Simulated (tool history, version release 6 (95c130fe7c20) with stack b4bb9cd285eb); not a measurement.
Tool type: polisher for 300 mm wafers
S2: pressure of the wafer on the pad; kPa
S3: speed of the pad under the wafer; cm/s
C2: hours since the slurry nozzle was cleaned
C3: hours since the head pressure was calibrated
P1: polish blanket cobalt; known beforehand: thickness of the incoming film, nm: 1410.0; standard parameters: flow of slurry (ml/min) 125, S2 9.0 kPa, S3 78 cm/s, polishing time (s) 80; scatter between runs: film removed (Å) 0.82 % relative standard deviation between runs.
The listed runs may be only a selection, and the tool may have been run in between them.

{"run": 1, "hour": 17.2, "flow of slurry (ml/min)": 125, "S2": 9.0, "S3": 78, "polishing time (s)": 80, "wafers polished on this pad": 380, "C2": 451.4, "C3": 93.0, "film removed (Å)": 1993.6}
{"run": 2, "hour": 33.4, "flow of slurry (ml/min)": 125, "S2": 14.5, "S3": 78, "polishing time (s)": 80, "wafers polished on this pad": 576, "C2": 467.6, "C3": 109.2, "film removed (Å)": 3229.3}
{"run": 3, "hour": 51.1, "flow of slurry (ml/min)": 190, "S2": 9.0, "S3": 56, "polishing time (s)": 80, "wafers polished on this pad": 789, "C2": 485.3, "C3": 126.9, "film removed (Å)": 1548.4}
{"run": 4, "hour": 59.7, "flow of slurry (ml/min)": 75, "S2": 4.8, "S3": 78, "polishing time (s)": 80, "wafers polished on this pad": 893, "C2": 493.9, "C3": 135.5, "film removed (Å)": 937.32}
{"run": 5, "hour": 69.9, "flow of slurry (ml/min)": 195, "S2": 9.0, "S3": 78, "polishing time (s)": 80, "wafers polished on this pad": 1016, "C2": 504.1, "C3": 145.7, "film removed (Å)": 2129.7}
{"hour": 76.3, "done": "slurry nozzle cleaned"}
{"run": 6, "hour": 85.8, "flow of slurry (ml/min)": 125, "S2": 9.0, "S3": 40, "polishing time (s)": 80, "wafers polished on this pad": 1208, "C2": 9.5, "C3": 161.6, "film removed (Å)": 1018.4}
{"run": 7, "hour": 104.6, "flow of slurry (ml/min)": 125, "S2": 9.0, "S3": 78, "polishing time (s)": 39, "wafers polished on this pad": 1435, "C2": 28.3, "C3": 180.4, "film removed (Å)": 969.66}
{"run": 8, "hour": 117.3, "flow of slurry (ml/min)": 125, "S2": 9.0, "S3": 78, "polishing time (s)": 125, "wafers polished on this pad": 1588, "C2": 41.0, "C3": 193.1, "film removed (Å)": 3138.7}
{"run": 9, "hour": 132.0, "flow of slurry (ml/min)": 125, "S2": 9.0, "S3": 78, "polishing time (s)": 80, "wafers polished on this pad": 1766, "C2": 55.7, "C3": 207.8, "film removed (Å)": 1967.0}
{"run": 10, "hour": 143.7, "flow of slurry (ml/min)": 125, "S2": 6.2, "S3": 78, "polishing time (s)": 80, "wafers polished on this pad": 1907, "C2": 67.4, "C3": 219.5, "film removed (Å)": 1374.9}
{"run": 11, "hour": 158.3, "flow of slurry (ml/min)": 125, "S2": 9.0, "S3": 78, "polishing time (s)": 80, "wafers polished on this pad": 2083, "C2": 82.0, "C3": 234.1, "film removed (Å)": 2000.6}
{"run": 12, "hour": 176.9, "flow of slurry (ml/min)": 165, "S2": 6.2, "S3": 78, "polishing time (s)": 80, "wafers polished on this pad": 2307, "C2": 100.6, "C3": 252.7, "film removed (Å)": 1463.4}
{"run": 13, "hour": 190.0, "flow of slurry (ml/min)": 75, "S2": 9.0, "S3": 78, "polishing time (s)": 80, "wafers polished on this pad": 2466, "C2": 113.7, "C3": 265.8, "film removed (Å)": 1729.1}
{"run": 14, "hour": 202.4, "flow of slurry (ml/min)": 125, "S2": 9.0, "S3": 78, "polishing time (s)": 80, "wafers polished on this pad": 2615, "C2": 126.1, "C3": 278.2, "film removed (Å)": 1986.6}
{"run": 15, "hour": 211.0, "flow of slurry (ml/min)": 125, "S2": 9.0, "S3": 78, "polishing time (s)": 80, "wafers polished on this pad": 2719, "C2": 134.7, "C3": 286.8, "film removed (Å)": 2006.1}
{"run": 16, "hour": 229.0, "flow of slurry (ml/min)": 125, "S2": 9.0, "S3": 124, "polishing time (s)": 80, "wafers polished on this pad": 2936, "C2": 152.7, "C3": 304.8, "film removed (Å)": 3181.2}
{"run": 17, "hour": 241.4, "flow of slurry (ml/min)": 125, "S2": 9.0, "S3": 78, "polishing time (s)": 80, "wafers polished on this pad": 3086, "C2": 165.1, "C3": 317.2, "film removed (Å)": 1994.9}
{"run": 18, "hour": 249.8, "flow of slurry (ml/min)": 125, "S2": 9.0, "S3": 78, "polishing time (s)": 80, "wafers polished on this pad": 3187, "C2": 173.5, "C3": 325.6, "film removed (Å)": 2003.3}
{"run": 19, "hour": 265.8, "flow of slurry (ml/min)": 125, "S2": 9.0, "S3": 78, "polishing time (s)": 80, "wafers polished on this pad": 3380, "C2": 189.5, "C3": 341.6, "film removed (Å)": 1915.7}
{"run": 20, "hour": 279.3, "flow of slurry (ml/min)": 125, "S2": 9.0, "S3": 78, "polishing time (s)": 80, "wafers polished on this pad": 3543, "C2": 203.0, "C3": 355.1, "film removed (Å)": 1883.1}
{"run": 21, "hour": 292.9, "flow of slurry (ml/min)": 125, "S2": 9.0, "S3": 78, "polishing time (s)": 80, "wafers polished on this pad": 3707, "C2": 216.6, "C3": 368.7, "film removed (Å)": 1862.3}
{"hour": 296.8, "done": "head pressure recalibrated"}
{"run": 22, "hour": 307.6, "flow of slurry (ml/min)": 125, "S2": 9.0, "S3": 78, "polishing time (s)": 80, "wafers polished on this pad": 3885, "C2": 231.3, "C3": 10.9, "film removed (Å)": 1857.0}
{"run": 23, "hour": 320.8, "flow of slurry (ml/min)": 125, "S2": 9.0, "S3": 78, "polishing time (s)": 80, "wafers polished on this pad": 4044, "C2": 244.5, "C3": 24.1, "film removed (Å)": 1840.2}
{"run": 24, "hour": 330.3, "flow of slurry (ml/min)": 125, "S2": 9.0, "S3": 78, "polishing time (s)": 80, "wafers polished on this pad": 4159, "C2": 254.0, "C3": 33.6, "film removed (Å)": 1847.5}
{"run": 25, "hour": 339.9, "flow of slurry (ml/min)": 125, "S2": 9.0, "S3": 78, "polishing time (s)": 80, "wafers polished on this pad": 4275, "C2": 263.6, "C3": 43.2, "film removed (Å)": 1833.9}
{"run": 26, "hour": 356.8, "flow of slurry (ml/min)": 125, "S2": 9.0, "S3": 78, "polishing time (s)": 80, "wafers polished on this pad": 4478, "C2": 280.5, "C3": 60.1, "film removed (Å)": 1852.3}

The log shows P1 creeping away from where it was. Any of the 2 causes listed here, at the size stated for it, fits the log just as well as the others:
A: removal rate lost through wear of the pad, % = 7.85
B: slurry flow missing at the pad, % = 29
Onset of the creep was near hour 249.8.
Each remaining cause and why it is not a fit:
head's pressure below its setpoint, %: serviced at hour 296.8, which brought nothing back

The list below offers 4 check runs, each averaging the results of 2 wafers, and shows each result as a question mark. For which of them would the listed causes give clearly different results?
{"run": "check 1", "hour": 373.7, "flow of slurry (ml/min)": 125, "S2": 13.1, "S3": 78, "polishing time (s)": 118, "film removed (Å)": "?"}
{"run": "check 2", "hour": 373.7, "flow of slurry (ml/min)": 125, "S2": 9.0, "S3": 54, "polishing time (s)": 80, "film removed (Å)": "?"}
{"run": "check 3", "hour": 373.7, "flow of slurry (ml/min)": 75, "S2": 9.0, "S3": 58, "polishing time (s)": 80, "film removed (Å)": "?"}
{"run": "check 4", "hour": 373.7, "flow of slurry (ml/min)": 125, "S2": 9.0, "S3": 120, "polishing time (s)": 54, "film removed (Å)": "?"}

How each check would come out, cause by cause:
check=check_1 result=film_removed_(Å) if_A=3977.60 if_B=3977.00
check=check_2 result=film_removed_(Å) if_A=1277.40 if_B=1277.20
check=check_3 result=film_removed_(Å) if_A=1202.20 if_B=1149.50
check=check_4 result=film_removed_(Å) if_A=1916.10 if_B=1915.80
Per check, the gap between the least separated pair of causes, taken in the result that splits them most: check 1 0.02 %; check 2 0.02 %; check 3 4.49 %; check 4 0.02 %
Check 3 distinguishes between the causes, while the remaining checks would return nearly the same result for all of them.

After running check 3, the following was obtained: film removed (Å) 1208.30. Which cause does this point to?

The correct cause is A, namely: removal rate lost through wear of the pad, %.

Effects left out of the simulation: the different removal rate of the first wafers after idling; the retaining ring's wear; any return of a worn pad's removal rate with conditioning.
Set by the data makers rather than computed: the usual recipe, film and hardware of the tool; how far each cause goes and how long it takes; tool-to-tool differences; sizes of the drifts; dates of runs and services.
